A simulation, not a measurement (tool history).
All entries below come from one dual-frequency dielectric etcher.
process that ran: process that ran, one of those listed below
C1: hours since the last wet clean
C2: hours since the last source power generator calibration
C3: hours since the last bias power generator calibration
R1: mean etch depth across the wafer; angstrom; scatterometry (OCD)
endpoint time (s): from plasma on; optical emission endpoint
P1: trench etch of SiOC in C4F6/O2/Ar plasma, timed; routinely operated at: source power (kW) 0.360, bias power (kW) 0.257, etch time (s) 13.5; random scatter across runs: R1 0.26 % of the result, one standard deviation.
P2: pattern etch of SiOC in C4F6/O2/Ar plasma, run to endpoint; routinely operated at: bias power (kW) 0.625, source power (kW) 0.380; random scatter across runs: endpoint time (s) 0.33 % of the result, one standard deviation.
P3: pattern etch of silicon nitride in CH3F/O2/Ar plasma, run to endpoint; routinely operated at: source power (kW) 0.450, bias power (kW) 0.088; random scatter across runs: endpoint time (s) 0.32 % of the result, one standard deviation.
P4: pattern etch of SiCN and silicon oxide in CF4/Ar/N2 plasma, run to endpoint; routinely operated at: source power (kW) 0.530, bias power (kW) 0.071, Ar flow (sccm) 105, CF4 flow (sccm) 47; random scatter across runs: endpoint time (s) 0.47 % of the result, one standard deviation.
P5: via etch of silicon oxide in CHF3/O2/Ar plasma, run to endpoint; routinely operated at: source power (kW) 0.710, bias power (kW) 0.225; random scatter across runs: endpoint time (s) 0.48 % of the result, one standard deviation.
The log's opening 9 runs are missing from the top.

{"run": 10, "hour": 142.0, "process that ran": "P1", "source power (kW)": 0.36, "bias power (kW)": 0.257, "etch time (s)": 9.5, "C1": 483.1, "C2": 898.0, "C3": 2879.6, "R1": 210.29}
{"run": 11, "hour": 150.9, "process that ran": "P4", "source power (kW)": 0.32, "bias power (kW)": 0.071, "Ar flow (sccm)": 105, "CF4 flow (sccm)": 47, "C1": 492.0, "C2": 906.9, "C3": 2888.5, "endpoint time (s)": 29.722}
{"run": 12, "hour": 160.0, "process that ran": "P2", "source power (kW)": 0.38, "bias power (kW)": 0.625, "C1": 501.1, "C2": 916.0, "C3": 2897.6, "endpoint time (s)": 12.801}
{"run": 13, "hour": 175.1, "process that ran": "P3", "source power (kW)": 0.45, "bias power (kW)": 0.088, "C1": 516.2, "C2": 931.1, "C3": 2912.7, "endpoint time (s)": 45.535}
{"run": 14, "hour": 190.0, "process that ran": "P2", "source power (kW)": 0.38, "bias power (kW)": 0.625, "C1": 531.1, "C2": 946.0, "C3": 2927.6, "endpoint time (s)": 12.711}
{"run": 15, "hour": 198.3, "process that ran": "P1", "source power (kW)": 0.27, "bias power (kW)": 0.257, "etch time (s)": 13.5, "C1": 539.4, "C2": 954.3, "C3": 2935.9, "R1": 269.13}
{"run": 16, "hour": 206.2, "process that ran": "P1", "source power (kW)": 0.45, "bias power (kW)": 0.257, "etch time (s)": 13.5, "C1": 547.3, "C2": 962.2, "C3": 2943.8, "R1": 326.99}
{"run": 17, "hour": 220.9, "process that ran": "P1", "source power (kW)": 0.36, "bias power (kW)": 0.257, "etch time (s)": 13.5, "C1": 562.0, "C2": 976.9, "C3": 2958.5, "R1": 299.55}
{"run": 18, "hour": 236.4, "process that ran": "P1", "source power (kW)": 0.36, "bias power (kW)": 0.257, "etch time (s)": 19.0, "C1": 577.5, "C2": 992.4, "C3": 2974.0, "R1": 420.32}
{"run": 19, "hour": 250.6, "process that ran": "P2", "source power (kW)": 0.53, "bias power (kW)": 0.625, "C1": 591.7, "C2": 1006.6, "C3": 2988.2, "endpoint time (s)": 11.267}
{"run": 20, "hour": 262.6, "process that ran": "P4", "source power (kW)": 0.53, "bias power (kW)": 0.071, "Ar flow (sccm)": 105, "CF4 flow (sccm)": 47, "C1": 603.7, "C2": 1018.6, "C3": 3000.2, "endpoint time (s)": 19.225}
{"run": 21, "hour": 272.8, "process that ran": "P4", "source power (kW)": 0.53, "bias power (kW)": 0.047, "Ar flow (sccm)": 105, "CF4 flow (sccm)": 47, "C1": 613.9, "C2": 1028.8, "C3": 3010.4, "endpoint time (s)": 22.251}
{"run": 22, "hour": 286.0, "process that ran": "P5", "source power (kW)": 1.0, "bias power (kW)": 0.225, "C1": 627.1, "C2": 1042.0, "C3": 3023.6, "endpoint time (s)": 320.7}
{"run": 23, "hour": 299.3, "process that ran": "P4", "source power (kW)": 0.53, "bias power (kW)": 0.071, "Ar flow (sccm)": 72, "CF4 flow (sccm)": 47, "C1": 640.4, "C2": 1055.3, "C3": 3036.9, "endpoint time (s)": 18.042}
{"run": 24, "hour": 308.0, "process that ran": "P1", "source power (kW)": 0.36, "bias power (kW)": 0.257, "etch time (s)": 13.5, "C1": 649.1, "C2": 1064.0, "C3": 3045.6, "R1": 298.72}
{"run": 25, "hour": 324.9, "process that ran": "P3", "source power (kW)": 0.62, "bias power (kW)": 0.088, "C1": 666.0, "C2": 1080.9, "C3": 3062.5, "endpoint time (s)": 40.192}
{"run": 26, "hour": 338.1, "process that ran": "P4", "source power (kW)": 0.53, "bias power (kW)": 0.071, "Ar flow (sccm)": 105, "CF4 flow (sccm)": 61, "C1": 679.2, "C2": 1094.1, "C3": 3075.7, "endpoint time (s)": 18.441}
{"run": 27, "hour": 350.8, "process that ran": "P1", "source power (kW)": 0.36, "bias power (kW)": 0.257, "etch time (s)": 13.5, "C1": 691.9, "C2": 1106.8, "C3": 3088.4, "R1": 299.32}
{"run": 28, "hour": 359.2, "process that ran": "P1", "source power (kW)": 0.25, "bias power (kW)": 0.325, "etch time (s)": 13.5, "C1": 700.3, "C2": 1115.2, "C3": 3096.8, "R1": 283.66}

Expected results for the next run?
{"run": 29, "hour": 371.9, "process that ran": "P1", "source power (kW)": 0.36, "bias power (kW)": 0.257, "etch time (s)": 13.5, "C1": 713.0, "C2": 1127.9, "C3": 3109.5, "R1": "?"}

R1: 299.21 angstrom

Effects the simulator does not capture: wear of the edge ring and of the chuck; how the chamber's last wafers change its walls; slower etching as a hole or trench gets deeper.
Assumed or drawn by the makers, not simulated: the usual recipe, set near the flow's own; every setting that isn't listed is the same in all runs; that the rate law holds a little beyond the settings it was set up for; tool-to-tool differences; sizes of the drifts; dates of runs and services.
